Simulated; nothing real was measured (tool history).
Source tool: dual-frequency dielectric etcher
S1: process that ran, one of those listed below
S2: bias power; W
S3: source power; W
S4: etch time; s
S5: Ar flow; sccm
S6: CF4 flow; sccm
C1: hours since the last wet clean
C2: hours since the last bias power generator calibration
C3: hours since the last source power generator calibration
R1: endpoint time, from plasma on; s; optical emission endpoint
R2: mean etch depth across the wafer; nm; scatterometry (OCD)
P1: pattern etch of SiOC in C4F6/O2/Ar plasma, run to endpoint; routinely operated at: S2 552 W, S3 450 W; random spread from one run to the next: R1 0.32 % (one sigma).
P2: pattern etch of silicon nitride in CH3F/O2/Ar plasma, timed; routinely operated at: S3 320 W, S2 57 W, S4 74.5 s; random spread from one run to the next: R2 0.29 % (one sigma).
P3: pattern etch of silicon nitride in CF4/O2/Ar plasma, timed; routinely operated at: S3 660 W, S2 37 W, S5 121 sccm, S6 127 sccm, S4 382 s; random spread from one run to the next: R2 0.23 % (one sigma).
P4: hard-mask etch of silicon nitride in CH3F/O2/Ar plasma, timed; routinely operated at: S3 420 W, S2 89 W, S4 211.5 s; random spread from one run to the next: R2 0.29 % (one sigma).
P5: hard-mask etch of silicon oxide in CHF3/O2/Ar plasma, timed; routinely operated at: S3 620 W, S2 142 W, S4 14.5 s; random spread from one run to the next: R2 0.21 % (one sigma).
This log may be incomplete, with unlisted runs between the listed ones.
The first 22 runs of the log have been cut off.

run     day  S1   S2   S3     S4   S5   S6     C1     C2      C3      R1      R2
 23   6.629  P3   37  660    382   87  127    219  602.9   915.7          842.76
 24   6.979  P2   57  320   74.5            227.4  611.3   924.1          44.643
 25   7.338  P3   37  660    382  121  127    236  619.9   932.7          807.99
 26   7.688  P1  552  450                   244.4  628.3   941.1  13.138
 27   7.921  P4   89  420    126              250  633.9   946.7          94.421
 28   8.158  P3   37  660    382  121  127  255.7  639.6   952.4          803.77
 29   8.517  P4   89  420  211.5            264.3  648.2     961          158.53
 30   8.858  P5  142  620   14.5            272.5  656.4   969.2          27.514
 31   9.175  P1  414  450                   280.1    664   976.8  14.555
 32   9.396  P1  552  450                   285.4  669.3   982.1  13.126
 33   9.571  P1  552  450                   289.6  673.5   986.3   13.09
 34   9.829  P1  552  450                   295.8  679.7   992.5  13.008
 35  10.033  P1  552  450                   300.7  684.6   997.4  12.951
 36  10.342  P1  552  450                   308.1    692  1004.8  12.924

Forecast run 37:
 37  10.704  P1  552  450              316.8  700.7  1013.5   ?

R1: 12.868 s
